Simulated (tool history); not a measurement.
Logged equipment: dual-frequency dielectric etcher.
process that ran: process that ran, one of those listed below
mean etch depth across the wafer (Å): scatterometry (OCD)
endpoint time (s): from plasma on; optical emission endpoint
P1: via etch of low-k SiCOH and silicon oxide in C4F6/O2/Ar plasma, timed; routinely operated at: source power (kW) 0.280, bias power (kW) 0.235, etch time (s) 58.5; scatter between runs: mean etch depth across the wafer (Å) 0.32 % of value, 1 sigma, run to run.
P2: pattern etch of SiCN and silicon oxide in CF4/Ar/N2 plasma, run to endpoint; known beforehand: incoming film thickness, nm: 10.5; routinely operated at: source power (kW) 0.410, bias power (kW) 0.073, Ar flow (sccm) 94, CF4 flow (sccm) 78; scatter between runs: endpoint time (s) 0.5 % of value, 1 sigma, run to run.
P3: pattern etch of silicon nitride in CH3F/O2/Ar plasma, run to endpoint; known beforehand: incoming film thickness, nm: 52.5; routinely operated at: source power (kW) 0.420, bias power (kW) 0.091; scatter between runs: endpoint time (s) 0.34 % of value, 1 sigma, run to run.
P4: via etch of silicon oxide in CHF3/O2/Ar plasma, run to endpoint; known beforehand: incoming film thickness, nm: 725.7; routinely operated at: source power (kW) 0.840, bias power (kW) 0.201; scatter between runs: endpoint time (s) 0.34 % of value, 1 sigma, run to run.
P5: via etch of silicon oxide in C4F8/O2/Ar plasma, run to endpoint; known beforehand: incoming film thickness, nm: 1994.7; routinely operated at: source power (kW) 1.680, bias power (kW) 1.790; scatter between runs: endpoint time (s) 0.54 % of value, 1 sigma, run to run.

| run | hour | process that ran | source power (kW) | bias power (kW) | etch time (s) | Ar flow (sccm) | CF4 flow (sccm) | mean etch depth across the wafer (Å) | endpoint time (s) |
|---|---|---|---|---|---|---|---|---|---|
| 1 | 11.0 | P1 | 0.280 | 0.235 | 58.5 |  |  | 1438.4 |  |
| 2 | 23.6 | P5 | 1.680 | 1.790 |  |  |  |  | 438.7100 |
|  | 30.4 | source power generator calibrated |
| 3 | 30.9 | P1 | 0.370 | 0.235 | 58.5 |  |  | 1597.6 |  |
| 4 | 42.4 | P2 | 0.570 | 0.073 |  | 94 | 78 |  | 9.5484 |
| 5 | 49.6 | P5 | 2.330 | 1.790 |  |  |  |  | 379.5600 |
| 6 | 57.3 | P1 | 0.280 | 0.235 | 58.5 |  |  | 1444.1 |  |
| 7 | 68.8 | P3 | 0.420 | 0.055 |  |  |  |  | 80.4300 |
| 8 | 80.2 | P2 | 0.410 | 0.073 |  | 55 | 78 |  | 11.9920 |
| 9 | 93.4 | P2 | 0.410 | 0.073 |  | 94 | 96 |  | 12.3060 |
| 10 | 101.5 | P1 | 0.350 | 0.175 | 58.5 |  |  | 1422.0 |  |
| 11 | 112.5 | P1 | 0.280 | 0.235 | 72.0 |  |  | 1761.9 |  |
|  | 116.5 | bias power generator calibrated |
| 12 | 126.1 | P1 | 0.280 | 0.235 | 58.5 |  |  | 1442.7 |  |
| 13 | 137.1 | P5 | 1.680 | 1.112 |  |  |  |  | 497.0500 |
| 14 | 146.3 | P3 | 0.420 | 0.091 |  |  |  |  | 68.3920 |
| 15 | 157.3 | P3 | 0.540 | 0.091 |  |  |  |  | 61.8860 |
| 16 | 169.6 | P1 | 0.280 | 0.235 | 45.5 |  |  | 1116.7 |  |
| 17 | 180.4 | P1 | 0.280 | 0.141 | 58.5 |  |  | 1226.6 |  |
| 18 | 192.6 | P2 | 0.410 | 0.101 |  | 94 | 78 |  | 11.3070 |
| 19 | 200.9 | P4 | 0.840 | 0.201 |  |  |  |  | 311.8400 |
| 20 | 210.5 | P3 | 0.420 | 0.091 |  |  |  |  | 67.9310 |
| 21 | 222.0 | P4 | 1.020 | 0.201 |  |  |  |  | 289.2000 |
| 22 | 233.7 | P1 | 0.210 | 0.235 | 58.5 |  |  | 1285.5 |  |

Predict the results of run 23:
| 23 | 244.9 | P1 | 0.280 | 0.319 | 58.5 |  |  | ? |  |

{"run 23": {"mean etch depth across the wafer (Å)": 1594.8}}
